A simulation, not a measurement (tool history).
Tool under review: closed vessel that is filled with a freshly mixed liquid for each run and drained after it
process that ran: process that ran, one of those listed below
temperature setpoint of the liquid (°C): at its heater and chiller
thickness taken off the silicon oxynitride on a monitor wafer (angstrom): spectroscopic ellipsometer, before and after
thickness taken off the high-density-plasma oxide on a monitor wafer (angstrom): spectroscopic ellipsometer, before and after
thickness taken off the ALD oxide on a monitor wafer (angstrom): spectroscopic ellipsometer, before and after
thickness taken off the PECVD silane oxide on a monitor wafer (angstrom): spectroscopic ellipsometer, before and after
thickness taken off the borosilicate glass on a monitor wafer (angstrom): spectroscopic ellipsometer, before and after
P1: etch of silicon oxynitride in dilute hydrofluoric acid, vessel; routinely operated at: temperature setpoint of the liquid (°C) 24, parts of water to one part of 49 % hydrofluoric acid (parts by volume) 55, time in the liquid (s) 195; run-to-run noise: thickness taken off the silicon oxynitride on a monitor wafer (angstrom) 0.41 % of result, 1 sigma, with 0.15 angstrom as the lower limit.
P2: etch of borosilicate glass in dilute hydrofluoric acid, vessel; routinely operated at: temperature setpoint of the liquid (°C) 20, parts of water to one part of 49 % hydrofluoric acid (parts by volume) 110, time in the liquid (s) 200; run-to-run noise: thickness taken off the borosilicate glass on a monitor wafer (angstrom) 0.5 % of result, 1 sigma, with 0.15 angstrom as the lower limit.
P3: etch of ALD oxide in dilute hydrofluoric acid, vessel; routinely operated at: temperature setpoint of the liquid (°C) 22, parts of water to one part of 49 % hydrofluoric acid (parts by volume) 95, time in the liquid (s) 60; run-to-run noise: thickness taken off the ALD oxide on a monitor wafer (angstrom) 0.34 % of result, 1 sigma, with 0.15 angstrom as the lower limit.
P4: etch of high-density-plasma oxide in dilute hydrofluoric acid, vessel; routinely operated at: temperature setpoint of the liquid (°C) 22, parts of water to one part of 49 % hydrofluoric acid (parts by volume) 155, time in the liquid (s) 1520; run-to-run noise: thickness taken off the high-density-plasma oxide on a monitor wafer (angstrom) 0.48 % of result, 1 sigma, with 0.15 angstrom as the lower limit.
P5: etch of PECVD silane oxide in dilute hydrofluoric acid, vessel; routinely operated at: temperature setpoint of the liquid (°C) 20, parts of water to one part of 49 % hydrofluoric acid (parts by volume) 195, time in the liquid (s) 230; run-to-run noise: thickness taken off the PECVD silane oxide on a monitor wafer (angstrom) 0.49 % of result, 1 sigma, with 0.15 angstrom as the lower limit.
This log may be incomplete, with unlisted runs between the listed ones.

run	hour	process that ran	temperature setpoint of the liquid (°C)	parts of water to one part of 49 % hydrofluoric acid (parts by volume)	time in the liquid (s)	hours since the thermometer was replaced	hours since the hydrofluoric acid flow meter was replaced	thickness taken off the silicon oxynitride on a monitor wafer (angstrom)	thickness taken off the high-density-plasma oxide on a monitor wafer (angstrom)	thickness taken off the ALD oxide on a monitor wafer (angstrom)	thickness taken off the PECVD silane oxide on a monitor wafer (angstrom)	thickness taken off the borosilicate glass on a monitor wafer (angstrom)
1	13.8	P1	24	55	195	1283	756.5	122.89				
2	23.6	P4	17	155	1520	1292.8	766.3		345.62			
3	30	P3	22	20	60	1299.2	772.7			398.62		
4	43.2	P1	24	55	60	1312.4	785.9	37.673				
5	54.8	P5	20	195	230	1324	797.5				167.56	
6	66	P1	17	55	195	1335.2	808.7	85.479				
7	72.1	P1	24	25	195	1341.3	814.8	273.85				
8	85.9	P4	22	155	1520	1355.1	828.6		422.93			
9	97	P1	30	55	195	1366.2	839.7	161.27				
10	108	P1	27.5	20	195	1377.2	850.7	403.55				
11	117.7	P3	22	95	30	1386.9	860.4			38.356		
12	124.1	P5	28	195	230	1393.3	866.8				225.68	
13	135.2	P5	20	195	465	1404.4	877.9				339.61	
14	146.3	P1	24	55	195	1415.5	889	120.69				
15	153.4	P5	20	195	230	1422.6	896.1				165.32	
16	163.8	P1	24	55	195	1433	906.5	121.03				
17	175.9	P1	24	55	375	1445.1	918.6	233.12				
18	186.8	P1	24	90	195	1456	929.5	72.594				
19	196.6	P2	20	110	200	1465.8	939.3					475.01
20	203.4	P4	22	155	2865	1472.6	946.1		804.25			
21	216.9	P4	22	25	1520	1486.1	959.6		3069.5			
22	223.3	P5	20	75	230	1492.5	966				494.75	
23	233.8	P2	20	35	200	1503	976.5					1613.9
24	240.2	P3	22	95	60	1509.4	982.9			76.868		
25	249.7	P2	20	110	200	1518.9	992.4					470.27
26	256.2	P3	17	95	60	1525.4	998.9			62.035		
27	264	P2	24.5	110	200	1533.2	1006.7					564.23
28	277.8	P1	24	55	195	1547	1020.5	121.19				
29	288.4	P2	20	110	40	1557.6	1031.1					93.314
30	298.2	P1	24	55	195	1567.4	1040.9	122.21				
31	307.7	P1	24	55	195	1576.9	1050.4	120.07				
32	316.7	P1	24	55	195	1585.9	1059.4	117.55				
33	329.4	P1	24	55	195	1598.6	1072.1	114.5				
34	336	P1	24	55	195	1605.2	1078.7	112.81				
35	347.9	P1	24	55	195	1617.1	1090.6	112.06				
36	356.4	P1	24	55	195	1625.6	1099.1	112.34				
37	367.8	P1	24	55	195	1637	1110.5	111.48				
38	374	P1	24	55	195	1643.2	1116.7	111.44				
39	387.5	P1	24	55	195	1656.7	1130.2	110.38				

What P1 gives has crept away from where it was. These 2 causes fit the log equally well, each at the size given:
A: liquid colder than its thermometer reads (K) = 1.85
B: hydrofluoric acid flow below the setpoint (%) = 8.26
The onset of the drift is placed at about hour 307.7.

Consider the 4 single-wafer check runs listed below, results given as question marks: which one distinguishes between the causes by giving clearly different results for each?
check 1	401	P2	20	45	105							?
check 2	401	P3	17	30	60					?		
check 3	401	P5	27	195	375						?	
check 4	401	P4	22	30	2805				?			

If the cause were each of the candidates in turn, the checks would give the following:
check	result	if A	if B
check 1	thickness taken off the borosilicate glass on a monitor wafer (angstrom)	603.41	596.43
check 2	thickness taken off the ALD oxide on a monitor wafer (angstrom)	194.23	192.86
check 3	thickness taken off the PECVD silane oxide on a monitor wafer (angstrom)	331.07	318.32
check 4	thickness taken off the high-density-plasma oxide on a monitor wafer (angstrom)	4335.7	4290.3
Per check, the gap between the least separated pair of causes, taken in the result that splits them most: check 1 1.16 %; check 2 0.71 %; check 3 3.93 %; check 4 1.05 %
The other checks would show nearly matching results whichever cause is true, so check 3 is the only one that separates the causes.

With check 3 done, the readings were: thickness taken off the PECVD silane oxide on a monitor wafer (angstrom) 320.03. Identify which of the listed causes applies.

The cause is B: hydrofluoric acid flow below the setpoint (%).

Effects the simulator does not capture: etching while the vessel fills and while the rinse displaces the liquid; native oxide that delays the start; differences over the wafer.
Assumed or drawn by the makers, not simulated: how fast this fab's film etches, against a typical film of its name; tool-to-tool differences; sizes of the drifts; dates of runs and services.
